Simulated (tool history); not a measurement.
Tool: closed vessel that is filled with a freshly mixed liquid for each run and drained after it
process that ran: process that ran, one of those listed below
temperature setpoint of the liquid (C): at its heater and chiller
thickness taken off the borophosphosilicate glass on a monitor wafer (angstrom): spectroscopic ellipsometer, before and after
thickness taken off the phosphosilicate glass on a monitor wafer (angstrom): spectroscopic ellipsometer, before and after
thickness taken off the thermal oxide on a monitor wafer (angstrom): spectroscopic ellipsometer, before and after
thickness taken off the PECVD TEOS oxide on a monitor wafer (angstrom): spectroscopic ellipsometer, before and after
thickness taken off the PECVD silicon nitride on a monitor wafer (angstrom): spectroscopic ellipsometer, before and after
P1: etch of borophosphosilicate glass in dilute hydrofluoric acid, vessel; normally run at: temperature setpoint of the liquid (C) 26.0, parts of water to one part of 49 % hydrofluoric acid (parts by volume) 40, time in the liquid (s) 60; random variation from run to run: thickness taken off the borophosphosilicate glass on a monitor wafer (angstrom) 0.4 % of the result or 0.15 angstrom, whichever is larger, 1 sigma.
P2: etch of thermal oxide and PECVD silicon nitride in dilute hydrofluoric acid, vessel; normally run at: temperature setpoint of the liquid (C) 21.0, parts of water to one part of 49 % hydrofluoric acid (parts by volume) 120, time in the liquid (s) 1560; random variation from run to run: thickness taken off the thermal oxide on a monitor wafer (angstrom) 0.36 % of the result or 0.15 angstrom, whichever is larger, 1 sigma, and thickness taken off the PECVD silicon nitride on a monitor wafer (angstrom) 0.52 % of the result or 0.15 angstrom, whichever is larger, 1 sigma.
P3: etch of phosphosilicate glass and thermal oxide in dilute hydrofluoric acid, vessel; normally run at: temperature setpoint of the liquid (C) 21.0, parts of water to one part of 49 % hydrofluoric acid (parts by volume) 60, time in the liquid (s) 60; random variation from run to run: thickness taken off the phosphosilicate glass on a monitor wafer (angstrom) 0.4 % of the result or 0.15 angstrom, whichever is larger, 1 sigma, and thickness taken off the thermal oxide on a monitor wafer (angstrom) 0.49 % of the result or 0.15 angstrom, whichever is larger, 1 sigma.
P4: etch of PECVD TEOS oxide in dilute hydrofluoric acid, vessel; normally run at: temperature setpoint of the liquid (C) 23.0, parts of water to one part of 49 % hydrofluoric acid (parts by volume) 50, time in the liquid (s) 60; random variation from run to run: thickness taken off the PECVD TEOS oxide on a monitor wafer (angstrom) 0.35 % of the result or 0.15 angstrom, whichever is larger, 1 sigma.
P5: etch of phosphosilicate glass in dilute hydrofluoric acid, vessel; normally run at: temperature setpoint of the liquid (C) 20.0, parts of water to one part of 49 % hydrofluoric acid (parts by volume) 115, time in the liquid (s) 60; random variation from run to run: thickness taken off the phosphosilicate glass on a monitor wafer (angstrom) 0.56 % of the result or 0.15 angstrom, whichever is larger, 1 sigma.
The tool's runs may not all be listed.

run	day	process that ran	temperature setpoint of the liquid (C)	parts of water to one part of 49 % hydrofluoric acid (parts by volume)	time in the liquid (s)	thickness taken off the borophosphosilicate glass on a monitor wafer (angstrom)	thickness taken off the phosphosilicate glass on a monitor wafer (angstrom)	thickness taken off the thermal oxide on a monitor wafer (angstrom)	thickness taken off the PECVD TEOS oxide on a monitor wafer (angstrom)	thickness taken off the PECVD silicon nitride on a monitor wafer (angstrom)
1	0.192	P1	26.0	40	60	597.55				
2	0.388	P3	26.0	60	60		673.42	56.321		
3	0.567	P4	23.0	85	60				118.42	
4	0.742	P1	26.0	60	60	386.06				
5	0.925	P1	20.0	40	60	465.44				
6	1.129	P1	26.0	40	60	595.10				
7	1.288	P4	23.0	50	30				105.25	
8	1.442	P2	21.0	180	1560			328.130		242.96
9	1.546	P4	23.0	50	60				209.04	
10	1.733	P1	26.0	40	60	597.36				
11	1.850	P5	20.0	205	60		223.03			
12	1.996	P2	21.0	120	3020			1013.900		700.86
13	2.112	P1	26.0	20	60	1230.40				
14	2.204	P2	17.0	120	1560			446.280		274.56
15	2.346	P5	20.0	115	60		433.19			
16	2.458	P5	24.5	115	60		516.08			
17	2.583	P1	26.0	40	60	591.33				
18	2.758	P4	29.0	50	60				269.70	
19	2.958	P1	26.0	40	105	1046.90				
20	3.071	P2	21.0	120	1560			524.130		360.34
21	3.275	P5	20.0	115	95		682.76			
22	3.442	P1	26.0	40	30	297.41				
23	3.646	P4	23.0	50	60				210.36	
24	3.812	P1	33.5	20	60	1658.80				
25	4.012	P1	26.0	40	60	596.54				
26	4.154	P1	32.5	40	60	771.73				
27	4.304	P3	21.0	40	60		838.19	71.682		
28	4.508	P3	21.0	60	60		548.90	46.264		
29	4.721	P2	21.0	120	1560			526.090		362.96
30	4.883	P3	21.0	60	95		860.99	73.215		
31	5.017	P3	21.0	60	60		546.63	46.604		
32	5.217	P1	26.0	40	60	594.05				
33	5.338	P1	26.0	40	60	618.30				
34	5.488	P1	26.0	40	60	637.75				
35	5.654	P1	26.0	40	60	648.38				
36	5.779	P1	26.0	40	60	655.87				
37	5.950	P1	26.0	40	60	659.04				
38	6.079	P1	26.0	40	60	657.94				
39	6.217	P1	26.0	40	60	659.08				

What P1 gives has crept away from where it was. These 2 causes fit the log equally well, each at the size given:
A: hydrofluoric acid flow above the setpoint (%) = 9.82
B: liquid hotter than its thermometer reads (K) = 2.44
The creep began at about day 5.217.

4 check runs are offered, one wafer each, their results left as question marks. Which one tells the causes apart?
check 1	6.354	P2	21.0	120	1560			?		?
check 2	6.354	P3	21.0	60	60		?	?		
check 3	6.354	P4	23.0	50	60				?	
check 4	6.354	P5	20.0	115	60		?			

What each check would give under each cause:
check	result	if A	if B
check 1	thickness taken off the thermal oxide on a monitor wafer (angstrom)	583.530	578.430
check 1	thickness taken off the PECVD silicon nitride on a monitor wafer (angstrom)	396.25	425.04
check 2	thickness taken off the phosphosilicate glass on a monitor wafer (angstrom)	605.58	606.05
check 2	thickness taken off the thermal oxide on a monitor wafer (angstrom)	51.395	51.435
check 3	thickness taken off the PECVD TEOS oxide on a monitor wafer (angstrom)	232.99	233.17
check 4	thickness taken off the phosphosilicate glass on a monitor wafer (angstrom)	482.27	479.00
How far apart the two closest causes lie, in the result that separates them most: check 1 7.01 %; check 2 0.08 %; check 3 0.08 %; check 4 0.68 %
Only check 1 tells the causes apart: in the others they would give nearly the same result.

Check 1 was then run and gave: thickness taken off the thermal oxide on a monitor wafer (angstrom) 578.630; thickness taken off the PECVD silicon nitride on a monitor wafer (angstrom) 427.56. Which cause is it?

It is B: liquid hotter than its thermometer reads (K).

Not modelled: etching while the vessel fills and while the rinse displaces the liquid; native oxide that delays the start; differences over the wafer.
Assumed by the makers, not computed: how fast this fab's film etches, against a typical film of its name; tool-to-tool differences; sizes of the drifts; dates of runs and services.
